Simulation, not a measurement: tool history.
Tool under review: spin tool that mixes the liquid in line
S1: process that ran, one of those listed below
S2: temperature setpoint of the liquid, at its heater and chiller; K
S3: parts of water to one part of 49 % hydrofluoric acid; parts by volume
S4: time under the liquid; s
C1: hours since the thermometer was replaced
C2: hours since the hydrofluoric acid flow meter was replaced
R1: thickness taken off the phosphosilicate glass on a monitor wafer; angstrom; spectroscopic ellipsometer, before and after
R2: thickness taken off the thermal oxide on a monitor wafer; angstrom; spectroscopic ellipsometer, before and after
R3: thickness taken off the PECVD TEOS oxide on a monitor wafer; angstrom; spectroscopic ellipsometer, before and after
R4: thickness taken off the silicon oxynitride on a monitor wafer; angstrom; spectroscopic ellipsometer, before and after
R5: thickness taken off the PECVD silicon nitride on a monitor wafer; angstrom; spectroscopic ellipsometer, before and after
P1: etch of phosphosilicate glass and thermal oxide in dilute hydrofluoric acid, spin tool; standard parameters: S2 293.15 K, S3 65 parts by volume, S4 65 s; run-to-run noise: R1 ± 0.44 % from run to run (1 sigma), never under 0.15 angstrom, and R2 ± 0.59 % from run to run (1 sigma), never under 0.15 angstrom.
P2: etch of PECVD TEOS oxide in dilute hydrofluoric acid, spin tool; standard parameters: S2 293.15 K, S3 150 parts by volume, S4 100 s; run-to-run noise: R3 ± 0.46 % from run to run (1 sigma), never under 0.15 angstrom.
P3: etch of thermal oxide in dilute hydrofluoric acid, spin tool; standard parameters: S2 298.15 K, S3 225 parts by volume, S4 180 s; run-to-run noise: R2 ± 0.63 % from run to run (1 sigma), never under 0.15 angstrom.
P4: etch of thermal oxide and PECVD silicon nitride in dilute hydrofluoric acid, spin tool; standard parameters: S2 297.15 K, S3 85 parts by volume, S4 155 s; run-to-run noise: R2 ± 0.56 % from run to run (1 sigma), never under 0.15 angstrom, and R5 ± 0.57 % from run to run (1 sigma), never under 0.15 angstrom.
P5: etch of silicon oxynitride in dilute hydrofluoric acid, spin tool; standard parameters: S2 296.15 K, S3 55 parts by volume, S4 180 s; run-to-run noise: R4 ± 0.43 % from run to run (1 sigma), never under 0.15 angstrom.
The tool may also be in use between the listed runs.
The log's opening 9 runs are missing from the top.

run	hour	S1	S2	S3	S4	C1	C2	R1	R2	R3	R4	R5
10	138.7	P1	293.15	105	65	1090.3	709.8	313.90	25.241			
11	152.7	P1	293.15	65	105	1104.3	723.8	858.57	67.838			
12	162.6	P3	298.15	225	180	1114.2	733.7		36.845			
13	176.9	P2	293.15	150	100	1128.5	748.0			118.880		
14	191.8	P1	293.15	65	25	1143.4	762.9	203.31	16.383			
15	205.2	P1	293.15	30	65	1156.8	776.3	1195.90	95.542			
16	218.9	P4	297.15	85	255	1170.5	790.0		146.510			99.740
17	228.4	P3	298.15	225	315	1180.0	799.5		64.632			
18	244.5	P1	301.15	65	65	1196.1	815.6	735.95	59.158			
19	253.7	P5	296.15	55	25	1205.3	824.8				7.4163	
20	268.1	P2	290.15	150	100	1219.7	839.2			107.000		
21	285.1	P4	290.15	85	155	1236.7	856.2		67.420			37.803
22	303.3	P1	298.65	65	30	1254.9	874.4	307.67	24.203			
23	318.8	P4	297.15	25	155	1270.4	889.9		329.240			201.320
24	328.3	P1	293.15	65	65	1279.9	899.4	529.71	42.149			
25	338.5	P3	298.15	385	180	1290.1	909.6		18.182			
26	353.0	P4	297.15	85	155	1304.6	924.1		89.602			60.452
27	367.6	P1	290.15	65	65	1319.2	938.7	471.22	37.249			
28	378.8	P5	296.15	85	180	1330.4	949.9				33.6150	
29	387.7	P1	293.15	65	65	1339.3	958.8	531.84	42.770			
30	397.2	P1	293.15	65	65	1348.8	968.3	516.12	41.142			
31	410.6	P1	293.15	65	65	1362.2	981.7	505.04	39.975			

Run 32, settings as shown, results not yet in. Your forecast:
32	423.4	P1	293.15	65	65	1375.0	994.5	?	?			

{"run 32": {"R1": 496.16, "R2": 39.691}}

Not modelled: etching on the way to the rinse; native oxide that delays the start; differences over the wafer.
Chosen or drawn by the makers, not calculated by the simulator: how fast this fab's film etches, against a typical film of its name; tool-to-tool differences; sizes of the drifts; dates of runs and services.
